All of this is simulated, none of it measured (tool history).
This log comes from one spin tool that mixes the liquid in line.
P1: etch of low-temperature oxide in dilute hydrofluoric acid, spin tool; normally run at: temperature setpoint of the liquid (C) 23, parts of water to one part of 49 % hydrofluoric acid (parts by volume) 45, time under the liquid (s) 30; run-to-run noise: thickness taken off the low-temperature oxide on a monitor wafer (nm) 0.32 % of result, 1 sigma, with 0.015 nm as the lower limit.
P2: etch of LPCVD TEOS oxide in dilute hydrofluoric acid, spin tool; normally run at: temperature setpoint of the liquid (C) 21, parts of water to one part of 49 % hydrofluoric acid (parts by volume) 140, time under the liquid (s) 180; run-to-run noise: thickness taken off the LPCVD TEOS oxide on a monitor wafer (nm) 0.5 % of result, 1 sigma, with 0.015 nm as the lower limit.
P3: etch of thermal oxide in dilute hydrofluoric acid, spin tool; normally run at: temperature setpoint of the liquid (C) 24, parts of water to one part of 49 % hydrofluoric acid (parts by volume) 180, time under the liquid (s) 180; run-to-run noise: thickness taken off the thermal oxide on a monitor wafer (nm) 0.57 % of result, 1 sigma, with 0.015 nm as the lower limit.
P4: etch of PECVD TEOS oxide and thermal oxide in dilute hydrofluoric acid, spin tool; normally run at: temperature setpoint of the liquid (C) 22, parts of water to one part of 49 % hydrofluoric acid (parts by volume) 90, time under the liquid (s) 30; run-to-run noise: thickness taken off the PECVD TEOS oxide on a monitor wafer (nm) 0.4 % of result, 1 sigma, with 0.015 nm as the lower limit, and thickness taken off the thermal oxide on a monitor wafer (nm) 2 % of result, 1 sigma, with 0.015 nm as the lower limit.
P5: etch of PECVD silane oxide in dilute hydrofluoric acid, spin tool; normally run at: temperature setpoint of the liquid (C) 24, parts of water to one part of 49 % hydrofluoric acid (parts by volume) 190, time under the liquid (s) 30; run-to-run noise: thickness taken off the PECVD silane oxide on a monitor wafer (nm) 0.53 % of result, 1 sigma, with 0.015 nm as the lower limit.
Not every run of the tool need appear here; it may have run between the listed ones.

run   hour  process that ran  temperature setpoint of the liquid (C)  parts of water to one part of 49 % hydrofluoric acid (parts by volume)  time under the liquid (s)  hours since the thermometer was replaced  hours since the hydrofluoric acid flow meter was replaced  thickness taken off the low-temperature oxide on a monitor wafer (nm)  thickness taken off the PECVD TEOS oxide on a monitor wafer (nm)  thickness taken off the thermal oxide on a monitor wafer (nm)  thickness taken off the LPCVD TEOS oxide on a monitor wafer (nm)  thickness taken off the PECVD silane oxide on a monitor wafer (nm)
  1    6.2                P1                                      23                                                                      45                         30                                     345.1                                                      247.3                                                                 18.845
  2   12.3                P4                                      22                                                                      90                         30                                     351.2                                                      253.4                                                                                                                                    6.453                                                          1.287
  3     18                P3                                      32                                                                     180                        180                                     356.9                                                      259.1                                                                                                                                                                                                  5.6687
  4     22                P1                                      23                                                                      45                         30                                     360.9                                                      263.1                                                                 18.836
  5   26.3                P1                                      23                                                                      70                         30                                     365.2                                                      267.4                                                                 11.768
  6   29.9                P2                                      21                                                                      70                        180                                     368.8                                                        271                                                                                                                                                                                                                                                                    39.256
      33.1  -- thermometer replaced
  7   33.8                P5                                      17                                                                     190                         30                                       0.8                                                      274.9                                                                                                                                                                                                                                                                                                                                        3.8629
  8   39.5                P5                                      24                                                                     190                         15                                       6.5                                                      280.6                                                                                                                                                                                                                                                                                                                                        2.5733
  9   44.7                P1                                      23                                                                      45                         30                                      11.7                                                      285.8                                                                 18.882
 10   50.3                P5                                      24                                                                     335                         30                                      17.3                                                      291.4                                                                                                                                                                                                                                                                                                                                        2.5282
 11   56.7                P1                                    18.5                                                                      45                         30                                      23.7                                                      297.8                                                                 15.574
 12   60.9                P1                                      23                                                                      45                         15                                      27.9                                                        302                                                                 9.4019
 13   65.8                P4                                      22                                                                      90                         65                                      32.8                                                      306.9                                                                                                                                   13.749                                                         3.0129
 14   71.1                P3                                      24                                                                      30                        180                                      38.1                                                      312.2                                                                                                                                                                                                  30.723
 15   76.3                P2                                      21                                                                     140                        180                                      43.3                                                      317.4                                                                                                                                                                                                                                                                    18.097
 16   80.2                P3                                      24                                                                     180                        265                                      47.2                                                      321.3                                                                                                                                                                                                   6.249
 17   86.6                P1                                      31                                                                      45                         60                                      53.6                                                      327.7                                                                 52.267
 18   91.3                P4                                      22                                                                      90                         30                                      58.3                                                      332.4                                                                                                                                   6.4008                                                         1.3389
 19     97                P1                                      23                                                                      45                         55                                        64                                                      338.1                                                                 34.594
 20  100.4                P1                                      23                                                                      70                         45                                      67.4                                                      341.5                                                                 17.672
 21  104.8                P2                                      17                                                                     140                        180                                      71.8                                                      345.9                                                                                                                                                                                                                                                                    15.459
 22    109                P4                                      18                                                                      90                         30                                        76                                                      350.1                                                                                                                                   5.4368                                                         1.1609
 23  115.4                P2                                      21                                                                     140                        290                                      82.4                                                      356.5                                                                                                                                                                                                                                                                    29.413
 24  118.3                P1                                      23                                                                      45                         30                                      85.3                                                      359.4                                                                 18.864
 25  123.9                P3                                      24                                                                     180                        180                                      90.9                                                        365                                                                                                                                                                                                  4.2417
 26  128.8                P5                                      24                                                                     190                         30                                      95.8                                                      369.9                                                                                                                                                                                                                                                                                                                                        5.1269
 27  131.9                P1                                      30                                                                      45                         30                                      98.9                                                        373                                                                 25.093
 28    135                P4                                      22                                                                      30                         30                                       102                                                      376.1                                                                                                                                   20.798                                                         4.3399
 29  138.8                P1                                      23                                                                      70                         15                                     105.8                                                      379.9                                                                 5.8368
 30  142.4                P5                                      24                                                                     190                         30                                     109.4                                                      383.5                                                                                                                                                                                                                                                                                                                                        5.2073
 31  145.7                P1                                      23                                                                      20                         30                                     112.7                                                      386.8                                                                 43.697
 32  150.7                P1                                      23                                                                      45                         30                                     117.7                                                      391.8                                                                 18.901
 33  154.9                P1                                      23                                                                      45                         30                                     121.9                                                        396                                                                 18.815
 34  159.1                P1                                      23                                                                      45                         30                                     126.1                                                      400.2                                                                 18.936
 35  165.5                P1                                      23                                                                      45                         30                                     132.5                                                      406.6                                                                 18.877
 36  171.7                P1                                      23                                                                      45                         30                                     138.7                                                      412.8                                                                 18.237
 37  175.5                P1                                      23                                                                      45                         30                                     142.5                                                      416.6                                                                 17.993
 38  181.8                P1                                      23                                                                      45                         30                                     148.8                                                      422.9                                                                  17.69
 39  186.9                P1                                      23                                                                      45                         30                                     153.9                                                        428                                                                 17.572
 40  193.3                P1                                      23                                                                      45                         30                                     160.3                                                      434.4                                                                 17.418
 41  196.2                P1                                      23                                                                      45                         30                                     163.2                                                      437.3                                                                 17.415
 42  202.3                P1                                      23                                                                      45                         30                                     169.3                                                      443.4                                                                  17.34
 43  206.2                P1                                      23                                                                      45                         30                                     173.2                                                      447.3                                                                 17.267
 44  211.4                P1                                      23                                                                      45                         30                                     178.4                                                      452.5                                                                 17.269
 45  214.3                P1                                      23                                                                      45                         30                                     181.3                                                      455.4                                                                 17.375
 46  218.1                P1                                      23                                                                      45                         30                                     185.1                                                      459.2                                                                 17.336

P1 no longer gives what it gave before; its output has crept away from where it was. The following 2 causes, each at its listed size, fit the log equally well:
A: liquid colder than its thermometer reads (K) = 2.08
B: hydrofluoric acid flow below the setpoint (%) = 7.89
Creep in the process output first set in at about hour 165.5.

4 check runs are offered, each on 3 wafers whose results are averaged, their results left as question marks. Which one tells the causes apart?
check 1  221.9                P4                                      22                                                                      65                         55                                                                                                                                                                                                                                             ?                                                              ?
check 2  221.9                P2                                      21                                                                      80                        245                                                                                                                                                                                                                                                                                                                                                                              ?
check 3  221.9                P5                                      24                                                                     335                         30                                                                                                                                                                                                                                                                                                                                                                                                                                                  ?
check 4  221.9                P3                                      24                                                                      55                        180                                                                                                                                                                                                                                                                                                            ?

If the cause were each of the candidates in turn, the checks would give the following:
  check                                                              result    if A    if B
check 1    thickness taken off the PECVD TEOS oxide on a monitor wafer (nm)  15.373  15.337
check 1       thickness taken off the thermal oxide on a monitor wafer (nm)  3.2503  3.2427
check 2    thickness taken off the LPCVD TEOS oxide on a monitor wafer (nm)  42.424  42.271
check 3  thickness taken off the PECVD silane oxide on a monitor wafer (nm)  2.3478   2.262
check 4       thickness taken off the thermal oxide on a monitor wafer (nm)  14.926   14.89
Distance between the nearest two causes, measured in the result of the check that separates them most: check 1 0.23 %; check 2 0.36 %; check 3 3.72 %; check 4 0.24 %
Check 3 distinguishes between the causes, while the remaining checks would return nearly the same result for all of them.

Check 3 has now been run. It gave: thickness taken off the PECVD silane oxide on a monitor wafer (nm) 2.2667. Which of the candidate causes is it?

It is B: hydrofluoric acid flow below the setpoint (%).

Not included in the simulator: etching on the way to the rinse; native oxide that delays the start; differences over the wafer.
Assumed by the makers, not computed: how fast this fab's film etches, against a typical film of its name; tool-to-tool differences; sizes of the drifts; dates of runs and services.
